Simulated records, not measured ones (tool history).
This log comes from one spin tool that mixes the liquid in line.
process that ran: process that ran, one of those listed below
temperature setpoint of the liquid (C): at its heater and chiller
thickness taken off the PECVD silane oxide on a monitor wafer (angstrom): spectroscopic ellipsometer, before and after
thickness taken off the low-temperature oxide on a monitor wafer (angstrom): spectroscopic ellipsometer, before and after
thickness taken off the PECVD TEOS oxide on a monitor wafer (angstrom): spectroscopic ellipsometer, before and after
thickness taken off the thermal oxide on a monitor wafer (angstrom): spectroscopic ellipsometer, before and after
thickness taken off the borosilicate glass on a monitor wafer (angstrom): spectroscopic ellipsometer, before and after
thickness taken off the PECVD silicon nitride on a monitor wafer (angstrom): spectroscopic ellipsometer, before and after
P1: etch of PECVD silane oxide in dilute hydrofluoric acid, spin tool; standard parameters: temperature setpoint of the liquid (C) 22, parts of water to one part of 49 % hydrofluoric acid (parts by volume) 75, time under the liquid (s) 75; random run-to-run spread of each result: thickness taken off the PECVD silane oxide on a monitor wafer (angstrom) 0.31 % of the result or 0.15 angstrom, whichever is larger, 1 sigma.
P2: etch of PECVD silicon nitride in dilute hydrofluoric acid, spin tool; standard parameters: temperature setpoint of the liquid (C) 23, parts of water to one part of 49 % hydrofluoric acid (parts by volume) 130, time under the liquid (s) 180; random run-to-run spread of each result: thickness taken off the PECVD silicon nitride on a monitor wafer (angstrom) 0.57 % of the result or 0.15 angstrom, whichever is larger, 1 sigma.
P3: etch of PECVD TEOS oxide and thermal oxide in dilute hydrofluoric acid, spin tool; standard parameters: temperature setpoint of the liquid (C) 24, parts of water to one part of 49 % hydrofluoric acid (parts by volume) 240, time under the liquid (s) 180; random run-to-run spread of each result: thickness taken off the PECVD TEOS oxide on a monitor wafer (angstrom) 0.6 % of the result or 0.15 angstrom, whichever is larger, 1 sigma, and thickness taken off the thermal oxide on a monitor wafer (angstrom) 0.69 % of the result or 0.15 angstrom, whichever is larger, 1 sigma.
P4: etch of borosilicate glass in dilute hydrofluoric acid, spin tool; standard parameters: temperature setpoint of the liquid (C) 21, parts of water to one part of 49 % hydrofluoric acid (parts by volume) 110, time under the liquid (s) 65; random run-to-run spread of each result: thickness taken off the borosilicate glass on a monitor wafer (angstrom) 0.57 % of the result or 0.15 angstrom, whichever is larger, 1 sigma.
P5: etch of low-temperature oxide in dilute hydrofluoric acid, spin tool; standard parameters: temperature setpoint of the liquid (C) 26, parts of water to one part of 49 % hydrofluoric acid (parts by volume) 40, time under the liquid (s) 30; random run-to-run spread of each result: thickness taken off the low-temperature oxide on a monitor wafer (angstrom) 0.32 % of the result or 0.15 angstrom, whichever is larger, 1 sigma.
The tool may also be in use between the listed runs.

run   hour  process that ran  temperature setpoint of the liquid (C)  parts of water to one part of 49 % hydrofluoric acid (parts by volume)  time under the liquid (s)  hours since the thermometer was replaced  hours since the hydrofluoric acid flow meter was replaced  thickness taken off the PECVD silane oxide on a monitor wafer (angstrom)  thickness taken off the low-temperature oxide on a monitor wafer (angstrom)  thickness taken off the PECVD TEOS oxide on a monitor wafer (angstrom)  thickness taken off the thermal oxide on a monitor wafer (angstrom)  thickness taken off the borosilicate glass on a monitor wafer (angstrom)  thickness taken off the PECVD silicon nitride on a monitor wafer (angstrom)
  1    6.5                P1                                      22                                                                      75                         75                                     161.8                                                      294.5                                                                     144.3
  2   11.7                P5                                      34                                                                      40                         30                                       167                                                      299.7                                                                                                                                                 245.65
  3   18.4                P3                                      20                                                                     240                        180                                     173.7                                                      306.4                                                                                                                                                                                                                         47.501                                                               27.083
  4   26.5                P5                                      26                                                                      40                         30                                     181.8                                                      314.5                                                                                                                                                 177.52
  5   32.6                P1                                      22                                                                      75                         75                                     187.9                                                      320.6                                                                    144.49
  6   39.8                P1                                      27                                                                      40                         75                                     195.1                                                      327.8                                                                    348.29
  7     45                P1                                      22                                                                      75                         15                                     200.3                                                        333                                                                    28.816
  8   50.4                P4                                      21                                                                      25                         65                                     205.7                                                      338.4                                                                                                                                                                                                                                                                                                                                                                        687.66
  9   54.5                P4                                      21                                                                     110                         15                                     209.8                                                      342.5                                                                                                                                                                                                                                                                                                                                                                        32.986
 10   61.3                P2                                      23                                                                     130                        180                                     216.6                                                      349.3                                                                                                                                                                                                                                                                                                                                                                                                                                                     70.699
 11   68.6                P4                                      21                                                                     110                         65                                     223.9                                                      356.6                                                                                                                                                                                                                                                                                                                                                                        140.98
 12     77                P1                                      22                                                                      75                         75                                     232.3                                                        365                                                                    144.63
 13   82.8                P3                                      24                                                                     240                        180                                     238.1                                                      370.8                                                                                                                                                                                                                         54.915                                                               31.123
 14   90.9                P1                                      17                                                                      75                         75                                     246.2                                                      378.9                                                                    117.15
 15   98.3                P1                                      22                                                                      20                         75                                     253.6                                                      386.3                                                                    583.81
 16  103.7                P5                                      26                                                                      70                         30                                       259                                                      391.7                                                                                                                                                 97.601
 17  109.2                P2                                      23                                                                     130                        305                                     264.5                                                      397.2                                                                                                                                                                                                                                                                                                                                                                                                                                                     119.65
 18  118.3                P1                                      22                                                                      75                         75                                     273.6                                                      406.3                                                                    144.43
 19  124.9                P1                                      28                                                                      75                         75                                     280.2                                                      412.9                                                                    182.24
 20  132.3                P3                                      24                                                                     240                        180                                     287.6                                                      420.3                                                                                                                                                                                                                         54.433                                                               31.672
 21  139.7                P2                                      23                                                                     130                        180                                       295                                                      427.7                                                                                                                                                                                                                                                                                                                                                                                                                                                     70.803
 22  144.7                P1                                      22                                                                      75                         75                                       300                                                      432.7                                                                    144.36
 23  152.9                P2                                      18                                                                     130                        180                                     308.2                                                      440.9                                                                                                                                                                                                                                                                                                                                                                                                                                                     50.922
 24  161.2                P5                                      26                                                                      40                         15                                     316.5                                                      449.2                                                                                                                                                 89.096
 25  169.6                P3                                      24                                                                     240                         15                                     324.9                                                      457.6                                                                                                                                                                                                                          4.385                                                               2.7134
 26  177.3                P4                                      17                                                                     110                         65                                     332.6                                                      465.3                                                                                                                                                                                                                                                                                                                                                                        120.69
 27  185.9                P1                                      17                                                                      75                        115                                     341.2                                                      473.9                                                                    178.93
 28  190.5                P1                                      22                                                                      75                        145                                     345.8                                                      478.5                                                                    278.34
 29    198                P1                                      22                                                                     135                         75                                     353.3                                                        486                                                                    74.985
 30  202.9                P1                                      22                                                                      75                         75                                     358.2                                                      490.9                                                                    145.21
 31  211.1                P3                                      24                                                                      90                        180                                     366.4                                                      499.1                                                                                                                                                                                                                         171.12                                                               99.453
 32  219.1                P1                                      22                                                                      75                         75                                     374.4                                                      507.1                                                                    144.18
 33  223.7                P5                                      26                                                                      40                         30                                       379                                                      511.7                                                                                                                                                 177.11
 34  230.3                P1                                      28                                                                      30                         75                                     385.6                                                      518.3                                                                    491.37
 35  234.4                P4                                      21                                                                     110                         65                                     389.7                                                      522.4                                                                                                                                                                                                                                                                                                                                                                        140.84
 36  242.1                P2                                      23                                                                     205                        180                                     397.4                                                      530.1                                                                                                                                                                                                                                                                                                                                                                                                                                                     45.549
 37  250.4                P1                                      22                                                                      75                         75                                     405.7                                                      538.4                                                                    144.33
 38  256.3                P1                                      22                                                                      75                         75                                     411.6                                                      544.3                                                                    139.43
 39  262.1                P1                                      22                                                                      75                         75                                     417.4                                                      550.1                                                                    137.69
 40  271.4                P1                                      22                                                                      75                         75                                     426.7                                                      559.4                                                                    133.76
 41  275.7                P1                                      22                                                                      75                         75                                       431                                                      563.7                                                                    132.63
 42  280.3                P1                                      22                                                                      75                         75                                     435.6                                                      568.3                                                                     132.3
 43    287                P1                                      22                                                                      75                         75                                     442.3                                                        575                                                                    131.34
 44    296                P1                                      22                                                                      75                         75                                     451.3                                                        584                                                                    131.61
 45  303.5                P1                                      22                                                                      75                         75                                     458.8                                                      591.5                                                                       131
 46  309.5                P1                                      22                                                                      75                         75                                     464.8                                                      597.5                                                                    131.28

Something has made what P1 gives creep away from where it was; the 2 causes below, each at its own stated size, fit the log equally well:
A: liquid colder than its thermometer reads (K) = 2.41
B: hydrofluoric acid flow below the setpoint (%) = 8.72
The process output started creeping at around hour 250.4.

Which of the 4 check runs listed below separates the causes, so that each cause would produce a clearly different result? Each run uses one wafer, and its results are marked with question marks.
check 1  315.5                P4                                      17                                                                      30                         65                                                                                                                                                                                                                                                                                                                                                                                                                                                                                  ?
check 2  315.5                P3                                      20                                                                     240                         90                                                                                                                                                                                                                                                                                                                                   ?                                                                    ?
check 3  315.5                P5                                      26                                                                      50                         15                                                                                                                                                                                                                                                           ?
check 4  315.5                P2                                      20                                                                     130                        180                                                                                                                                                                                                                                                                                                                                                                                                                                                                                                                                                               ?

Predicted outcomes, by check and by cause:
  check                                                                       result    if A    if B
check 1     thickness taken off the borosilicate glass on a monitor wafer (angstrom)  430.58  436.04
check 2       thickness taken off the PECVD TEOS oxide on a monitor wafer (angstrom)   21.37  20.938
check 2          thickness taken off the thermal oxide on a monitor wafer (angstrom)  12.382  12.131
check 3  thickness taken off the low-temperature oxide on a monitor wafer (angstrom)  63.718  63.758
check 4  thickness taken off the PECVD silicon nitride on a monitor wafer (angstrom)  49.079  52.897
Per check, the gap between the least separated pair of causes, taken in the result that splits them most: check 1 1.26 %; check 2 2.04 %; check 3 0.06 %; check 4 7.49 %
Check 4 is the one run that separates the causes; every other check would come out nearly the same whichever cause is at work.

Running check 4 produced the following: thickness taken off the PECVD silicon nitride on a monitor wafer (angstrom) 48.934. Which one of the listed causes fits?

Of the candidate causes, it is A: liquid colder than its thermometer reads (K).
